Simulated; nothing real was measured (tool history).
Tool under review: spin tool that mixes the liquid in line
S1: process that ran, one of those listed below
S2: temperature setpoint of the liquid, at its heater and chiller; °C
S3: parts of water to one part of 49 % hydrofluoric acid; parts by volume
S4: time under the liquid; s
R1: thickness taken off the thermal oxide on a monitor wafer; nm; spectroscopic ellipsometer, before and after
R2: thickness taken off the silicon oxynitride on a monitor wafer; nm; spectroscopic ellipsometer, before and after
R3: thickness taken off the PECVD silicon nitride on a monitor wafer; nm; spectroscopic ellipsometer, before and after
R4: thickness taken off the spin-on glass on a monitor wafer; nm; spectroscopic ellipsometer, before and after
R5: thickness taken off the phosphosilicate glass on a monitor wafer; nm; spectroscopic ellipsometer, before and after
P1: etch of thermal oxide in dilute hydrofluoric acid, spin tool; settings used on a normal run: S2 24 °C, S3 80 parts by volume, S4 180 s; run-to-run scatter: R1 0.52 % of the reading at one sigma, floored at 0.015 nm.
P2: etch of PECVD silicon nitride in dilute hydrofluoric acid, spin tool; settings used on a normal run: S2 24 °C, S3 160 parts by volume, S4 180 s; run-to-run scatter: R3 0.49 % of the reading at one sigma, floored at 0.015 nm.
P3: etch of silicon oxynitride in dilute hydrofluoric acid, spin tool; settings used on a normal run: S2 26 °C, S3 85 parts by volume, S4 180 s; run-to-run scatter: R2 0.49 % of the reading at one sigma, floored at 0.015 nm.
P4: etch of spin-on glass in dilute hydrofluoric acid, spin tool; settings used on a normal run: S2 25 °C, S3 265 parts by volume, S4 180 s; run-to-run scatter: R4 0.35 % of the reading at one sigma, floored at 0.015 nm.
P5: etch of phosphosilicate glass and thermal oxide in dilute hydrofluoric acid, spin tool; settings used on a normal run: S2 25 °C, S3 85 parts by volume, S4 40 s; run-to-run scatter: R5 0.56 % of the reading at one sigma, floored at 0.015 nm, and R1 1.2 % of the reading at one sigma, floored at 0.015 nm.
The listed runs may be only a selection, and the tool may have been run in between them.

Run 1, day 0.625: S1 P1, S2 24 °C, S3 80 parts by volume, S4 180 s. Result: R1 10.685 nm.
Run 2, day 1.192: S1 P1, S2 20.5 °C, S3 110 parts by volume, S4 180 s. Result: R1 6.614 nm.
Run 3, day 1.488: S1 P3, S2 26 °C, S3 50 parts by volume, S4 180 s. Result: R2 8.5563 nm.
Run 4, day 2.079: S1 P3, S2 26 °C, S3 85 parts by volume, S4 180 s. Result: R2 4.8645 nm.
Run 5, day 2.479: S1 P1, S2 24 °C, S3 80 parts by volume, S4 180 s. Result: R1 10.789 nm.
Run 6, day 3.067: S1 P2, S2 24 °C, S3 275 parts by volume, S4 180 s. Result: R3 3.2426 nm.
Run 7, day 3.6: S1 P1, S2 24 °C, S3 80 parts by volume, S4 180 s. Result: R1 10.761 nm.
Run 8, day 3.954: S1 P2, S2 24 °C, S3 160 parts by volume, S4 315 s. Result: R3 9.6525 nm.
Run 9, day 4.404: S1 P2, S2 32.5 °C, S3 160 parts by volume, S4 180 s. Result: R3 9.3626 nm.
Run 10, day 4.692: S1 P1, S2 17 °C, S3 80 parts by volume, S4 180 s. Result: R1 8.0971 nm.
Run 11, day 5.029: S1 P4, S2 25 °C, S3 265 parts by volume, S4 350 s. Result: R4 43.537 nm.
Run 12, day 5.408: S1 P4, S2 25 °C, S3 265 parts by volume, S4 180 s. Result: R4 22.467 nm.
Run 13, day 5.679: S1 P1, S2 24 °C, S3 80 parts by volume, S4 180 s. Result: R1 10.79 nm.
Run 14, day 6.279: S1 P1, S2 24 °C, S3 40 parts by volume, S4 180 s. Result: R1 22.763 nm.
At day 6.783: hydrofluoric acid flow meter replaced.
Run 15, day 6.842: S1 P4, S2 25 °C, S3 85 parts by volume, S4 180 s. Result: R4 85.432 nm.
Run 16, day 7.329: S1 P3, S2 33 °C, S3 85 parts by volume, S4 180 s. Result: R2 6.7324 nm.
Run 17, day 7.775: S1 P1, S2 24 °C, S3 80 parts by volume, S4 55 s. Result: R1 3.279 nm.
Run 18, day 8.317: S1 P2, S2 24 °C, S3 160 parts by volume, S4 180 s. Result: R3 5.557 nm.
Run 19, day 8.942: S1 P1, S2 24 °C, S3 80 parts by volume, S4 180 s. Result: R1 10.77 nm.
Run 20, day 9.396: S1 P3, S2 26 °C, S3 85 parts by volume, S4 180 s. Result: R2 4.898 nm.
Run 21, day 9.988: S1 P1, S2 24 °C, S3 80 parts by volume, S4 305 s. Result: R1 18.266 nm.

Forecast run 22:
Run 22, day 10.358: S1 P5, S2 25 °C, S3 85 parts by volume, S4 20 s. Result: R1 ?, R5 ?.

{"run 22": {"R1": 1.2055, "R5": 19.742}}
